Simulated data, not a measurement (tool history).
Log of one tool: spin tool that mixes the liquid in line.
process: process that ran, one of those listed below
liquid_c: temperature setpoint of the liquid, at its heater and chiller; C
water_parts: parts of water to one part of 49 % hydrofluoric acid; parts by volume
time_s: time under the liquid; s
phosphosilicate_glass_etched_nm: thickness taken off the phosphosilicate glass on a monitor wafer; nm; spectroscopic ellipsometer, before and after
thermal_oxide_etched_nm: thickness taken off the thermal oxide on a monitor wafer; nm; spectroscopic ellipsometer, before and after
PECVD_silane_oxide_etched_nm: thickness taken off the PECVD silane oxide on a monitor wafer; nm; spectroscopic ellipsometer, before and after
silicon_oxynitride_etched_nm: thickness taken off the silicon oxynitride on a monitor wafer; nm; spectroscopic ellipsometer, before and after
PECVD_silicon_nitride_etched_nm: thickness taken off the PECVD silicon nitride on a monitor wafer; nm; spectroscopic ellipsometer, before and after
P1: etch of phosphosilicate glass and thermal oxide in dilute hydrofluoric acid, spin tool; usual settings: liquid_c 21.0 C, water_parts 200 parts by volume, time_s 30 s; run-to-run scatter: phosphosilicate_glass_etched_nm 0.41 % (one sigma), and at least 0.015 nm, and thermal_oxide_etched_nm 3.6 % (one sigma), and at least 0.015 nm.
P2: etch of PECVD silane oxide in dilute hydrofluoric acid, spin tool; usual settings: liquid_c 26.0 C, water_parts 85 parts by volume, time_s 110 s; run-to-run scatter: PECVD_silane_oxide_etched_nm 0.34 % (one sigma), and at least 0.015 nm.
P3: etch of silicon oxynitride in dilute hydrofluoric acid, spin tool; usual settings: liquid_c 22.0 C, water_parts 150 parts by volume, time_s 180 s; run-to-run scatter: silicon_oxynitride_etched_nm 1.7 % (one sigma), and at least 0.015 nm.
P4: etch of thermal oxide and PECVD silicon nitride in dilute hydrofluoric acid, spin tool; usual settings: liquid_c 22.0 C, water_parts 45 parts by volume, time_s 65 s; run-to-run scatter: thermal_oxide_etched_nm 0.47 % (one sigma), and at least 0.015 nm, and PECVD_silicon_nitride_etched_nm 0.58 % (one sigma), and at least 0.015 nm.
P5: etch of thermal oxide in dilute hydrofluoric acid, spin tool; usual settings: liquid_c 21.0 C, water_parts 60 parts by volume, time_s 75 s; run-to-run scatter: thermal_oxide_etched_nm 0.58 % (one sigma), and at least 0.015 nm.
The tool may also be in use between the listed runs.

run	day	process	liquid_c	water_parts	time_s	phosphosilicate_glass_etched_nm	thermal_oxide_etched_nm	PECVD_silane_oxide_etched_nm	silicon_oxynitride_etched_nm	PECVD_silicon_nitride_etched_nm
1	0.171	P1	21.0	200	30	9.8554	0.57948			
2	0.338	P5	21.0	60	40		2.90850			
3	0.425	P1	21.0	330	15	2.6128	0.17550			
4	0.529	P2	26.0	85	45			14.401		
5	0.662	P2	26.0	85	110			34.937		
6	0.821	P3	22.0	150	320				2.63500	
7	0.933	P1	17.0	200	30	8.3714	0.54243			
8	1.108	P5	21.0	60	75		5.51340			
9	1.200	P1	21.0	200	50	16.2980	0.97354			
10	1.317	P1	21.0	200	30	9.8203	0.58056			
11	1.462	P1	21.0	350	50	8.1525	0.45229			
12	1.612	P1	21.0	325	30	5.3652	0.30739			
13	1.733	P1	21.0	200	30	9.8273	0.57242			
14	1.900	P1	21.0	200	30	9.7671	0.54631			
15	2.029	P1	21.0	200	30	9.7199	0.57364			
16	2.154	P2	19.5	85	110			26.851		
17	2.304	P1	21.0	200	15	4.8399	0.26781			
18	2.438	P4	18.0	45	65		5.63220			3.3805
19	2.529	P5	21.0	35	75		9.60370			
20	2.658	P3	22.0	265	180				0.74873	
21	2.742	P4	22.0	20	65		15.44500			9.8492
22	2.875	P4	22.0	45	65		6.61760			4.4634

The next listed run, before its measurement:
23	2.983	P4	22.0	45	130		?			?

Run 23 gave thermal_oxide_etched_nm 13.37200 nm, PECVD_silicon_nitride_etched_nm 9.0138 nm.
